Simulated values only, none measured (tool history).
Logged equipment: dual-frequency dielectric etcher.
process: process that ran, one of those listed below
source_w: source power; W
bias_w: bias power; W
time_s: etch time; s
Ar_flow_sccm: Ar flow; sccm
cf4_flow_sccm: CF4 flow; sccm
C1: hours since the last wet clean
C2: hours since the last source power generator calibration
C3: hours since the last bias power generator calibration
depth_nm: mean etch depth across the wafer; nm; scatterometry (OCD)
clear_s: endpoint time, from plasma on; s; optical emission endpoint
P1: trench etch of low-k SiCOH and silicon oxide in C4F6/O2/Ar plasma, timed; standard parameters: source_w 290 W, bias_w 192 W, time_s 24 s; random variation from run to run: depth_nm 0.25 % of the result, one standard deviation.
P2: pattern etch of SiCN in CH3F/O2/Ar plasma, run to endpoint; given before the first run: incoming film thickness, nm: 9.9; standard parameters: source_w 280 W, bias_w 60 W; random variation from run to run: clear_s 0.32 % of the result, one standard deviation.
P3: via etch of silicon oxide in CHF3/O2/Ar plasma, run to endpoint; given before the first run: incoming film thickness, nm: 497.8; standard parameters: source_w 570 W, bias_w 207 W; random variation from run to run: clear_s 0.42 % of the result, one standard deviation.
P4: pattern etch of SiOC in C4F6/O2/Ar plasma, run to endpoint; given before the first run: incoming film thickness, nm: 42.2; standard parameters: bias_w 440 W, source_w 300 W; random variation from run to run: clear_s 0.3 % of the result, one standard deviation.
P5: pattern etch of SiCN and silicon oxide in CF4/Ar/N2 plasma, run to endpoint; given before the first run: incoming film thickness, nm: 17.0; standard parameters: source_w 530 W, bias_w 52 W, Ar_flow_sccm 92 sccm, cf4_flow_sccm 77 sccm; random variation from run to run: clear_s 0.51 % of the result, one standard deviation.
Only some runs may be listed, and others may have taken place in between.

Run 1, hour 17.9: process P1, source_w 290 W, bias_w 192 W, time_s 24 s; C1 286.1; C2 2003.2; C3 2023.6. Result: depth_nm 69.134 nm.
Run 2, hour 27.1: process P1, source_w 290 W, bias_w 192 W, time_s 16 s; C1 295.3; C2 2012.4; C3 2032.8. Result: depth_nm 46.051 nm.
Run 3, hour 35.3: process P3, source_w 570 W, bias_w 286 W; C1 303.5; C2 2020.6; C3 2041. Result: clear_s 217.97 s.
Run 4, hour 50.5: process P2, source_w 200 W, bias_w 60 W; C1 318.7; C2 2035.8; C3 2056.2. Result: clear_s 37.238 s.
Run 5, hour 68.5: process P1, source_w 290 W, bias_w 192 W, time_s 32.5 s; C1 336.7; C2 2053.8; C3 2074.2. Result: depth_nm 93.891 nm.
Run 6, hour 77.7: process P1, source_w 290 W, bias_w 192 W, time_s 24 s; C1 345.9; C2 2063; C3 2083.4. Result: depth_nm 69.056 nm.
Run 7, hour 88.4: process P3, source_w 450 W, bias_w 207 W; C1 356.6; C2 2073.7; C3 2094.1. Result: clear_s 267.19 s.
Run 8, hour 97.5: process P5, source_w 530 W, bias_w 38 W, Ar_flow_sccm 92 sccm, cf4_flow_sccm 77 sccm; C1 365.7; C2 2082.8; C3 2103.2. Result: clear_s 20.275 s.
Run 9, hour 107.9: process P3, source_w 570 W, bias_w 207 W; C1 376.1; C2 2093.2; C3 2113.6. Result: clear_s 244.85 s.
Run 10, hour 125.4: process P5, source_w 530 W, bias_w 52 W, Ar_flow_sccm 92 sccm, cf4_flow_sccm 77 sccm; C1 393.6; C2 2110.7; C3 2131.1. Result: clear_s 18.466 s.
Run 11, hour 137.1: process P2, source_w 280 W, bias_w 60 W; C1 405.3; C2 2122.4; C3 2142.8. Result: clear_s 32.631 s.
Run 12, hour 150.5: process P2, source_w 280 W, bias_w 60 W; C1 418.7; C2 2135.8; C3 2156.2. Result: clear_s 32.702 s.
Run 13, hour 168.9: process P5, source_w 530 W, bias_w 52 W, Ar_flow_sccm 92 sccm, cf4_flow_sccm 77 sccm; C1 437.1; C2 2154.2; C3 2174.6. Result: clear_s 18.41 s.
Run 14, hour 183.1: process P4, source_w 300 W, bias_w 440 W; C1 451.3; C2 2168.4; C3 2188.8. Result: clear_s 17.038 s.
Run 15, hour 196.7: process P4, source_w 300 W, bias_w 440 W; C1 464.9; C2 2182; C3 2202.4. Result: clear_s 17.098 s.
Run 16, hour 205.9: process P1, source_w 290 W, bias_w 192 W, time_s 24 s; C1 474.1; C2 2191.2; C3 2211.6. Result: depth_nm 69.277 nm.
Run 17, hour 220.2: process P1, source_w 400 W, bias_w 192 W, time_s 31 s; C1 488.4; C2 2205.5; C3 2225.9. Result: depth_nm 101.14 nm.
Run 18, hour 228.6: process P5, source_w 530 W, bias_w 52 W, Ar_flow_sccm 59 sccm, cf4_flow_sccm 77 sccm; C1 496.8; C2 2213.9; C3 2234.3. Result: clear_s 17.283 s.
Run 19, hour 243: process P1, source_w 290 W, bias_w 192 W, time_s 24 s; C1 511.2; C2 2228.3; C3 2248.7. Result: depth_nm 68.977 nm.
Run 20, hour 260.9: process P5, source_w 530 W, bias_w 52 W, Ar_flow_sccm 92 sccm, cf4_flow_sccm 52 sccm; C1 529.1; C2 2246.2; C3 2266.6. Result: clear_s 19.766 s.
Run 21, hour 279.8: process P1, source_w 390 W, bias_w 192 W, time_s 24 s; C1 548; C2 2265.1; C3 2285.5. Result: depth_nm 77.815 nm.

Run 22 is up next; what results do you expect?
Run 22, hour 296.7: process P5, source_w 730 W, bias_w 52 W, Ar_flow_sccm 92 sccm, cf4_flow_sccm 77 sccm; C1 564.9; C2 2282; C3 2302.4. Result: clear_s ?.

clear_s: 13.897 s

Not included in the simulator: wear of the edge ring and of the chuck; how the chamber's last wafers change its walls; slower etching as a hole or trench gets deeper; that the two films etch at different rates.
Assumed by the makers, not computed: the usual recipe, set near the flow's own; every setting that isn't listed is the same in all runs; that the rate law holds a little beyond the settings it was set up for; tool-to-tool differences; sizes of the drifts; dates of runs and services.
